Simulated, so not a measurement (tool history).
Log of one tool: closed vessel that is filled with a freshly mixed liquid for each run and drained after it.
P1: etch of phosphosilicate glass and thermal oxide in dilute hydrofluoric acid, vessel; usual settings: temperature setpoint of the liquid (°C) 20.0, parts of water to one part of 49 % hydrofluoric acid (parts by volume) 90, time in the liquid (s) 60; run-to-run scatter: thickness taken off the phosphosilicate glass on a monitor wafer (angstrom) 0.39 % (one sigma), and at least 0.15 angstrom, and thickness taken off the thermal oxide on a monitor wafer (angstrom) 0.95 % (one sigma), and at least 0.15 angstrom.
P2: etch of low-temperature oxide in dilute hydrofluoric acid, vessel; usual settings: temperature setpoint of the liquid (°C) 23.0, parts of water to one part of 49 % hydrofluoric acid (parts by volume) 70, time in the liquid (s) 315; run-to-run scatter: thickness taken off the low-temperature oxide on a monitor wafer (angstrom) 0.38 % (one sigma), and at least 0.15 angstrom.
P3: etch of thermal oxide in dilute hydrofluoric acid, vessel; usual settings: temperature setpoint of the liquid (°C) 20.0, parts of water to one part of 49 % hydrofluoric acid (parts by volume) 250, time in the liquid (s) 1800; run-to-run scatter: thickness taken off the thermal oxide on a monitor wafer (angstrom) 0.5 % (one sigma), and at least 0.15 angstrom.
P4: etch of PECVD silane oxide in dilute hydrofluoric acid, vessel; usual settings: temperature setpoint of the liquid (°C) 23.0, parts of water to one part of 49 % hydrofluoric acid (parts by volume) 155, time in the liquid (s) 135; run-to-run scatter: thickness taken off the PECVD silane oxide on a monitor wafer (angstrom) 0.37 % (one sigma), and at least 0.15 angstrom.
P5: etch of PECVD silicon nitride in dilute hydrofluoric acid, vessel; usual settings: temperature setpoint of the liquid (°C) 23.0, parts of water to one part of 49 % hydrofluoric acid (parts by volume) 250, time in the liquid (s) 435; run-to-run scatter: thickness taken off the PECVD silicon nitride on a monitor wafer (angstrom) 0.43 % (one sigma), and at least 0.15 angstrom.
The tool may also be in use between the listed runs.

run   hour  process that ran  temperature setpoint of the liquid (°C)  parts of water to one part of 49 % hydrofluoric acid (parts by volume)  time in the liquid (s)  hours since the thermometer was replaced  hours since the hydrofluoric acid flow meter was replaced  thickness taken off the phosphosilicate glass on a monitor wafer (angstrom)  thickness taken off the thermal oxide on a monitor wafer (angstrom)  thickness taken off the PECVD silicon nitride on a monitor wafer (angstrom)  thickness taken off the PECVD silane oxide on a monitor wafer (angstrom)  thickness taken off the low-temperature oxide on a monitor wafer (angstrom)
  1   14.9                P1                                     20.0                                                                      90                      60                                     489.0                                                      349.7                                                                       578.44                                                               27.172
  2   22.8                P5                                     23.0                                                                      50                     435                                     496.9                                                      357.6                                                                                                                                                                                                                       462.9000
  3   32.1                P4                                     23.0                                                                     155                      30                                     506.2                                                      366.9                                                                                                                                                                                                                                                                                                   49.034
  4   47.0                P1                                     17.0                                                                      90                      60                                     521.1                                                      381.8                                                                       506.47                                                               24.473
  5   59.8                P5                                     23.0                                                                     250                      30                                     533.9                                                      394.6                                                                                                                                                                                                                         6.2921
  6   68.6                P4                                     23.0                                                                      30                     135                                     542.7                                                      403.4                                                                                                                                                                                                                                                                                                 1320.800
  7   77.0                P1                                     20.0                                                                      90                      30                                     551.1                                                      411.8                                                                       287.63                                                               13.537
  8   86.4                P5                                     23.0                                                                     250                     435                                     560.5                                                      421.2                                                                                                                                                                                                                        95.0230
  9   94.8                P4                                     23.0                                                                     155                     135                                     568.9                                                      429.6                                                                                                                                                                                                                                                                                                  218.990
 10  110.6                P1                                     17.0                                                                     150                      60                                     584.7                                                      445.4                                                                       286.63                                                               13.588
 11  119.9                P1                                     20.0                                                                     140                      60                                     594.0                                                      454.7                                                                       351.70                                                               16.492
 12  127.3                P5                                     18.5                                                                     250                     435                                     601.4                                                      462.1                                                                                                                                                                                                                        70.4080
 13  137.1                P2                                     23.0                                                                     130                     315                                     611.2                                                      471.9                                                                                                                                                                                                                                                                                                                                                                                293.46
 14  149.8                P1                                     20.0                                                                      90                      60                                     623.9                                                      484.6                                                                       579.03                                                               27.204
 15  161.5                P1                                     20.0                                                                      30                      60                                     635.6                                                      496.3                                                                      1865.70                                                               89.705
 16  175.7                P1                                     26.5                                                                      90                      60                                     649.8                                                      510.5                                                                       741.65                                                               35.507
 17  188.3                P2                                     23.0                                                                      70                     315                                     662.4                                                      523.1                                                                                                                                                                                                                                                                                                                                                                                587.45
 18  203.8                P5                                     23.0                                                                     250                     435                                     677.9                                                      538.6                                                                                                                                                                                                                        94.6390
 19  216.3                P2                                     30.0                                                                      70                     315                                     690.4                                                      551.1                                                                                                                                                                                                                                                                                                                                                                                769.62
 20  229.1                P4                                     17.0                                                                     155                     135                                     703.2                                                      563.9                                                                                                                                                                                                                                                                                                  173.550
 21  241.2                P3                                     20.0                                                                     250                    3490                                     715.3                                                      576.0                                                                                                                                           473.450
 22  251.0                P1                                     20.0                                                                      90                      60                                     725.1                                                      585.8                                                                       577.46                                                               27.411
 23  260.0                P1                                     20.0                                                                      90                      60                                     734.1                                                      594.8                                                                       575.37                                                               27.354
 24  275.7                P2                                     23.0                                                                      70                     555                                     749.8                                                      610.5                                                                                                                                                                                                                                                                                                                                                                               1028.20
 25  283.0                P3                                     20.0                                                                      50                    1800                                     757.1                                                      617.8                                                                                                                                          1508.500
 26  291.4                P1                                     20.0                                                                      90                     110                                     765.5                                                      626.2                                                                      1059.30                                                               50.408
 27  306.8                P3                                     17.0                                                                     250                    1800                                     780.9                                                      641.6                                                                                                                                           218.310
 28  323.3                P1                                     20.0                                                                      90                      60                                     797.4                                                      658.1                                                                       574.67                                                               27.199
 29  338.0                P3                                     20.0                                                                     250                    1800                                     812.1                                                      672.8                                                                                                                                           244.540
 30  345.7                P1                                     24.0                                                                      90                      30                                     819.8                                                      680.5                                                                       339.55                                                               15.960
 31  362.2                P2                                     23.0                                                                      70                     315                                     836.3                                                      697.0                                                                                                                                                                                                                                                                                                                                                                                582.99
 32  373.1                P1                                     20.0                                                                      90                      60                                     847.2                                                      707.9                                                                       578.02                                                               27.648
 33  382.7                P1                                     20.0                                                                      90                      60                                     856.8                                                      717.5                                                                       555.29                                                               26.208
 34  395.2                P1                                     20.0                                                                      90                      60                                     869.3                                                      730.0                                                                       540.78                                                               25.811
 35  403.9                P1                                     20.0                                                                      90                      60                                     878.0                                                      738.7                                                                       535.62                                                               25.682
 36  417.0                P1                                     20.0                                                                      90                      60                                     891.1                                                      751.8                                                                       532.07                                                               24.796

The next listed run, before its measurement:
 37  431.5                P1                                     20.0                                                                      90                      60                                     905.6                                                      766.3                                                                            ?                                                                    ?

Run 37 gave thickness taken off the phosphosilicate glass on a monitor wafer (angstrom) 532.01, thickness taken off the thermal oxide on a monitor wafer (angstrom) 25.241.
